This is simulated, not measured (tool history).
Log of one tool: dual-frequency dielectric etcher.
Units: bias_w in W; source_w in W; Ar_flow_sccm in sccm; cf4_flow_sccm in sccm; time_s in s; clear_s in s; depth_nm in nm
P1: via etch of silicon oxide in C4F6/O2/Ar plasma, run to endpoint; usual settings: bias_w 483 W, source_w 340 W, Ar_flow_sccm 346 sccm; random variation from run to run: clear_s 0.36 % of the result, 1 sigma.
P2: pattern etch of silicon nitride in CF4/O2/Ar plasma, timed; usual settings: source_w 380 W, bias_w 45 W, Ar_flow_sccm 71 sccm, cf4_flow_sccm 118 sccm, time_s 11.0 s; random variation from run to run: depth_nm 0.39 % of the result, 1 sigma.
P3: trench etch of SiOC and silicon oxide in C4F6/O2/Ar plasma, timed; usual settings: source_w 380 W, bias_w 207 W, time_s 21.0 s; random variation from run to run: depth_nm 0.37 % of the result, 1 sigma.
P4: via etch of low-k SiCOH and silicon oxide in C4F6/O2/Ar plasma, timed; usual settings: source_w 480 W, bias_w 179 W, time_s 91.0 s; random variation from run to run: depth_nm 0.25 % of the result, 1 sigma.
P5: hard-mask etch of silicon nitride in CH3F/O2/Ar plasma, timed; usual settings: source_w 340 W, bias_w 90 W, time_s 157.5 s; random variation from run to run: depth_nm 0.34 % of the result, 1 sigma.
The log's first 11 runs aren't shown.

| run | hour | process | bias_w | source_w | Ar_flow_sccm | cf4_flow_sccm | time_s | hours since the last wet clean | hours since the last bias power generator calibration | hours since the last source power generator calibration | hours since the last Ar flow controller change | clear_s | depth_nm |
|---|---|---|---|---|---|---|---|---|---|---|---|---|---|
| 12 | 101.1 | P1 | 483 | 340 | 346 |  |  | 307.2 | 1751.6 | 30.3 | 1018.5 | 18.158 |  |
| 13 | 106.9 | P1 | 483 | 460 | 475 |  |  | 313.0 | 1757.4 | 36.1 | 1024.3 | 16.897 |  |
| 14 | 112.5 | P2 | 45 | 380 | 57 | 118 | 11.0 | 318.6 | 1763.0 | 41.7 | 1029.9 |  | 17.018 |
| 15 | 118.5 | P1 | 483 | 340 | 218 |  |  | 324.6 | 1769.0 | 47.7 | 1035.9 | 17.309 |  |
| 16 | 125.9 | P3 | 207 | 520 |  |  | 21.0 | 332.0 | 1776.4 | 55.1 | 1043.3 |  | 47.752 |
| 17 | 136.6 | P4 | 179 | 480 |  |  | 91.0 | 342.7 | 1787.1 | 65.8 | 1054.0 |  | 264.490 |
| 18 | 146.6 | P1 | 483 | 440 | 346 |  |  | 352.7 | 1797.1 | 75.8 | 1064.0 | 16.553 |  |
| 19 | 154.2 | P3 | 207 | 380 |  |  | 21.0 | 360.3 | 1804.7 | 83.4 | 1071.6 |  | 41.905 |
| 20 | 163.8 | P4 | 179 | 480 |  |  | 91.0 | 369.9 | 1814.3 | 93.0 | 1081.2 |  | 264.900 |
| 21 | 171.0 | P5 | 114 | 340 |  |  | 157.5 | 377.1 | 1821.5 | 100.2 | 1088.4 |  | 121.970 |
| 22 | 179.7 | P1 | 341 | 340 | 346 |  |  | 385.8 | 1830.2 | 108.9 | 1097.1 | 20.682 |  |
| 23 | 186.9 | P2 | 45 | 280 | 71 | 118 | 11.0 | 393.0 | 1837.4 | 116.1 | 1104.3 |  | 12.794 |
| 24 | 195.2 | P5 | 90 | 220 |  |  | 157.5 | 401.3 | 1845.7 | 124.4 | 1112.6 |  | 95.174 |
| 25 | 203.8 | P1 | 483 | 340 | 346 |  |  | 409.9 | 1854.3 | 133.0 | 1121.2 | 18.255 |  |
| 26 | 211.3 | P4 | 226 | 480 |  |  | 91.0 | 417.4 | 1861.8 | 140.5 | 1128.7 |  | 285.330 |
| 27 | 217.6 | P4 | 179 | 370 |  |  | 91.0 | 423.7 | 1868.1 | 146.8 | 1135.0 |  | 239.200 |
| 28 | 229.1 | P4 | 179 | 480 |  |  | 50.0 | 435.2 | 1879.6 | 158.3 | 1146.5 |  | 146.030 |

The next listed run, before its measurement:
| 29 | 238.4 | P3 | 129 | 380 |  |  | 21.0 | 444.5 | 1888.9 | 167.6 | 1155.8 |  | ? |

{"run 29": {"depth_nm": 36.216}}
